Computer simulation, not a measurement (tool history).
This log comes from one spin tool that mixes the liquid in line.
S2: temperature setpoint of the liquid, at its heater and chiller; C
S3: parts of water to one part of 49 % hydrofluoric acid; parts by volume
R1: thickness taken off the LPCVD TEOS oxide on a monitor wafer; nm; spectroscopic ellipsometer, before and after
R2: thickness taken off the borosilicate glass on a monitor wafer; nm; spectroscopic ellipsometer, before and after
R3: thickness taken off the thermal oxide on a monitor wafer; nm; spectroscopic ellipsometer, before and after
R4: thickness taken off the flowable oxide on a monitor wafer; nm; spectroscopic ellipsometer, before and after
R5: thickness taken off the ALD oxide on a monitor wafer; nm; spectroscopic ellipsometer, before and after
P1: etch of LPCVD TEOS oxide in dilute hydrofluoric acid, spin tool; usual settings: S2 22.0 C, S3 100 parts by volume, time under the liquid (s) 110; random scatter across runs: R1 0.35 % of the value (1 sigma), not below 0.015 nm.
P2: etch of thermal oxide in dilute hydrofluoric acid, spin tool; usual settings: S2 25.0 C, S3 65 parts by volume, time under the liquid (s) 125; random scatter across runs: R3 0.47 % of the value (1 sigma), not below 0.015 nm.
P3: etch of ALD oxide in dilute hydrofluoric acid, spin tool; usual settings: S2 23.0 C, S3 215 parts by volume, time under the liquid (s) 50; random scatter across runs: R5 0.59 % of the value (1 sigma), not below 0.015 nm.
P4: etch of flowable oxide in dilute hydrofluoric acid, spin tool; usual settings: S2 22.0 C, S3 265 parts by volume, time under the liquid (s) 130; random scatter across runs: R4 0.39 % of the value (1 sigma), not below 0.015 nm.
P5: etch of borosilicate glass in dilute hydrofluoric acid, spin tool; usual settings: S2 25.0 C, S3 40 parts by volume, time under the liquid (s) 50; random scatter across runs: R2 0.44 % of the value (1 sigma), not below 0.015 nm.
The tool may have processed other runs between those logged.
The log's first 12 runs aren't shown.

{"run": 13, "hour": 191.3, "process that ran": "P2", "S2": 31.0, "S3": 65, "time under the liquid (s)": 125, "R3": 11.451}
{"run": 14, "hour": 208.6, "process that ran": "P1", "S2": 22.0, "S3": 55, "time under the liquid (s)": 110, "R1": 58.466}
{"run": 15, "hour": 218.7, "process that ran": "P1", "S2": 22.0, "S3": 100, "time under the liquid (s)": 110, "R1": 30.499}
{"run": 16, "hour": 237.5, "process that ran": "P1", "S2": 17.0, "S3": 100, "time under the liquid (s)": 110, "R1": 24.699}
{"run": 17, "hour": 256.5, "process that ran": "P1", "S2": 22.0, "S3": 100, "time under the liquid (s)": 190, "R1": 52.634}
{"run": 18, "hour": 271.9, "process that ran": "P3", "S2": 23.0, "S3": 215, "time under the liquid (s)": 50, "R5": 4.5292}
{"run": 19, "hour": 280.2, "process that ran": "P2", "S2": 25.0, "S3": 110, "time under the liquid (s)": 125, "R3": 5.0307}
{"run": 20, "hour": 293.2, "process that ran": "P4", "S2": 30.0, "S3": 265, "time under the liquid (s)": 130, "R4": 14.272}
{"run": 21, "hour": 308.4, "process that ran": "P5", "S2": 25.0, "S3": 40, "time under the liquid (s)": 50, "R2": 32.596}
{"run": 22, "hour": 320.7, "process that ran": "P3", "S2": 23.0, "S3": 30, "time under the liquid (s)": 50, "R5": 40.587}
{"run": 23, "hour": 330.4, "process that ran": "P1", "S2": 22.0, "S3": 155, "time under the liquid (s)": 110, "R1": 18.539}
{"run": 24, "hour": 345.6, "process that ran": "P1", "S2": 22.0, "S3": 175, "time under the liquid (s)": 15, "R1": 2.1807}
{"run": 25, "hour": 356.1, "process that ran": "P1", "S2": 22.0, "S3": 100, "time under the liquid (s)": 20, "R1": 5.548}
{"run": 26, "hour": 371.7, "process that ran": "P3", "S2": 23.0, "S3": 215, "time under the liquid (s)": 50, "R5": 4.5873}
{"run": 27, "hour": 390.9, "process that ran": "P1", "S2": 22.0, "S3": 100, "time under the liquid (s)": 110, "R1": 30.44}
{"run": 28, "hour": 408.9, "process that ran": "P4", "S2": 22.0, "S3": 265, "time under the liquid (s)": 40, "R4": 3.3377}
{"run": 29, "hour": 419.8, "process that ran": "P3", "S2": 23.0, "S3": 215, "time under the liquid (s)": 90, "R5": 8.168}
{"run": 30, "hour": 432.7, "process that ran": "P1", "S2": 22.0, "S3": 100, "time under the liquid (s)": 110, "R1": 30.557}
{"run": 31, "hour": 451.5, "process that ran": "P1", "S2": 22.0, "S3": 100, "time under the liquid (s)": 110, "R1": 31.523}

Run 32, settings as shown, results not yet in. Your forecast:
{"run": 32, "hour": 470.3, "process that ran": "P1", "S2": 22.0, "S3": 100, "time under the liquid (s)": 110, "R1": "?"}

R1: 32.1080 nm
